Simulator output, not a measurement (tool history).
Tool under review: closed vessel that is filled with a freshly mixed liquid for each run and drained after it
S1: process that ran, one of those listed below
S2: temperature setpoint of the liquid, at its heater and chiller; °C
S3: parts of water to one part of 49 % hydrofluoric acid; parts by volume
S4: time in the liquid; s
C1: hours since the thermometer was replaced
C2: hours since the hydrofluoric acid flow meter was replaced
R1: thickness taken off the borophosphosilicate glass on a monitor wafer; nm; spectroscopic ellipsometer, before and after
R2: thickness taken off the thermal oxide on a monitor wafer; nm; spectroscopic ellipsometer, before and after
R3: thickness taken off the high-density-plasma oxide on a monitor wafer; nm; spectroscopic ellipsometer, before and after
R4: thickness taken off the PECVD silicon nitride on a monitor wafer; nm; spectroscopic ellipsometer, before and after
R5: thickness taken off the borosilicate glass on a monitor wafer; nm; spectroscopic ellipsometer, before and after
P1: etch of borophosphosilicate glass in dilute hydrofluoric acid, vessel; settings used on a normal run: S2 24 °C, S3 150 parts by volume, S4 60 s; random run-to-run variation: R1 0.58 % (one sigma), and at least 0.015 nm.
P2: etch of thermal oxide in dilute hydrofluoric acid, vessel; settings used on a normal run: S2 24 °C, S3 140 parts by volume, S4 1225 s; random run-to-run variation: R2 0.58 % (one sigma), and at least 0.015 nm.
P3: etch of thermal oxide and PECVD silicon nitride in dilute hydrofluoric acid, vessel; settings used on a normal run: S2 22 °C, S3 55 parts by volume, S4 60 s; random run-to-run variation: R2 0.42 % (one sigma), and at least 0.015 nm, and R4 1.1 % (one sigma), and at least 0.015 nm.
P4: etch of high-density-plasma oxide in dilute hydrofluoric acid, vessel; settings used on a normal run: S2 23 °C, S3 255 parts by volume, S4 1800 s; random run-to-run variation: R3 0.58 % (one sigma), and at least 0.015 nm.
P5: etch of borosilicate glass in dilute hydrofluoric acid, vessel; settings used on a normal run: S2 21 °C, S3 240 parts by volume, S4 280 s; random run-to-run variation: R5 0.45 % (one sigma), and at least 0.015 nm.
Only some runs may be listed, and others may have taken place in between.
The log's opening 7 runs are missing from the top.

run  hour  S1    S2   S3    S4     C1      C2      R1      R2       R3      R4      R5
  8  26.6  P1    24  260    60  347.8  1050.4  10.833
  9  30.2  P1    28  150    60  351.4    1054  24.699
 10  33.8  P2    24  140  2110    355  1057.6          67.794
 11  37.9  P1    24  150    60  359.1  1061.7  21.436
 12  41.6  P4    23  255    30  362.8  1065.4                  0.66056
 13  44.2  P3  26.5   55    60  365.4    1068          6.3829           2.5558
 14  48.8  P2    24  140  1225    370  1072.6          39.014
 15  51.6  P1  27.5  265    60  372.8  1075.4  12.007
 16  55.4  P1    24  150    60  376.6  1079.2  20.932
 17  59.4  P5    21  240   480  380.6  1083.2                                    42.98
 18  62.4  P5    21  240   280  383.6  1086.2                                   25.324
 19  65.5  P1    18   75    60  386.7  1089.3  36.129
 20  68.2  P3    22   25    60  389.4    1092           12.23           4.0993
 21  72.9  P3    22   55    90  394.1  1096.7          8.0916           2.8176
       74  -- hydrofluoric acid flow meter replaced
 22  76.8  P3    22   55    60    398     2.8          5.3612           1.8964
 23  80.2  P1    24   40    60  401.4     6.2  91.587
 24  82.7  P4  27.5  255  1800  403.9     8.7                   46.045
 25  85.3  P5    17  240   280  406.5    11.3                                    21.57

Run 26 is up next; what results do you expect?
 26  89.7  P1  24  150  60  410.9  15.7   ?

{"run 26": {"R1": 21.494}}
